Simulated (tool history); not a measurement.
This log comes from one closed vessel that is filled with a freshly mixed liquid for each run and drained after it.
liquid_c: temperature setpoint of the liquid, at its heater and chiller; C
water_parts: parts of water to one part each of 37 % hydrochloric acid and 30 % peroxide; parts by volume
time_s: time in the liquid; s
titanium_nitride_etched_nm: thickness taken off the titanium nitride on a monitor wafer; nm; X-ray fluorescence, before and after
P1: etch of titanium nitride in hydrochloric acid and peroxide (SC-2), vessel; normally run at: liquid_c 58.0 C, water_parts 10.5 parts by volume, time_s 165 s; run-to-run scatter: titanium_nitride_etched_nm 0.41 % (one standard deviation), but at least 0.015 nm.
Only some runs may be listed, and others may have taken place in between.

run,hour,liquid_c,water_parts,time_s,hours since the thermometer was replaced,hours since the chemicals flow meter was replaced,hours since the drum of peroxide was connected,titanium_nitride_etched_nm
1,7.4,58.0,10.5,165,581.6,769.3,611.3,5.9288
2,13.5,58.0,10.5,165,587.7,775.4,617.4,5.9452
3,18.1,58.0,10.5,165,592.3,780.0,622.0,5.9177
4,25.2,58.0,10.5,165,599.4,787.1,629.1,5.8838
5,30.0,69.5,10.5,165,604.2,791.9,633.9,12.0350
6,36.8,58.0,10.5,80,611.0,798.7,640.7,2.8842
# hour 38.3: thermometer replaced
7,43.2,58.0,5.5,50,5.0,805.1,647.1,2.9743
8,48.2,58.0,4.0,165,10.0,810.1,652.1,12.3370
9,53.7,58.0,10.5,165,15.5,815.6,657.6,5.9143
10,61.9,58.0,10.5,165,23.7,823.8,665.8,5.9095
11,70.3,58.0,18.5,165,32.1,832.2,674.2,3.5960
12,77.0,41.5,10.5,165,38.8,838.9,680.9,1.9476
13,81.8,58.0,10.5,165,43.6,843.7,685.7,5.8918
14,87.5,58.0,10.5,310,49.3,849.4,691.4,11.1140
15,94.8,58.0,10.5,165,56.6,856.7,698.7,5.9254
16,102.1,58.0,10.5,165,63.9,864.0,706.0,6.1175
17,108.2,58.0,10.5,165,70.0,870.1,712.1,6.1908
18,115.0,58.0,10.5,165,76.8,876.9,718.9,6.2518
19,120.6,58.0,10.5,165,82.4,882.5,724.5,6.3369
20,126.1,58.0,10.5,165,87.9,888.0,730.0,6.3631
21,133.7,58.0,10.5,165,95.5,895.6,737.6,6.3393
22,140.2,58.0,10.5,165,102.0,902.1,744.1,6.3426
23,148.7,58.0,10.5,165,110.5,910.6,752.6,6.3756
24,157.1,58.0,10.5,165,118.9,919.0,761.0,6.3746
25,162.3,58.0,10.5,165,124.1,924.2,766.2,6.3877
26,169.5,58.0,10.5,165,131.3,931.4,773.4,6.3559

Something has made what P1 gives creep away from where it was; the 2 causes below, each at its own stated size, fit the log equally well:
A: chemicals flow above the setpoint (%) = 9.63
B: liquid hotter than its thermometer reads (K) = 1.22
Onset of the creep was near hour 94.8.
Every other cause this tool's parts could produce, and why it does not fit the log:
peroxide weaker than its label (%): at most 8, giving a -7.4 % change in titanium_nitride_etched_nm: too small, or against the direction of the creep

Below are 4 check runs, each averaged over 3 wafers, with their results shown as question marks. Which of them would give clearly different results depending on which cause is behind the drift?
check 1,176.7,44.0,17.0,165,,,,?
check 2,176.7,48.0,4.0,165,,,,?
check 3,176.7,58.0,14.0,165,,,,?
check 4,176.7,42.0,15.0,165,,,,?

Check results expected under each cause:
check,result,if A,if B
check 1,titanium_nitride_etched_nm,1.6707,1.6745
check 2,titanium_nitride_etched_nm,6.8059,6.9557
check 3,titanium_nitride_etched_nm,5.0097,4.9956
check 4,titanium_nitride_etched_nm,1.6225,1.6298
Per-check spread between the two closest causes, in the result where they differ most: check 1 0.23 %; check 2 2.18 %; check 3 0.28 %; check 4 0.45 %
Check 2 tells the causes apart: in the others they would give nearly the same result.

The results of check 2 are: titanium_nitride_etched_nm 6.8119 nm. Based on these, which of the listed causes is it?

A is the cause: chemicals flow above the setpoint (%).
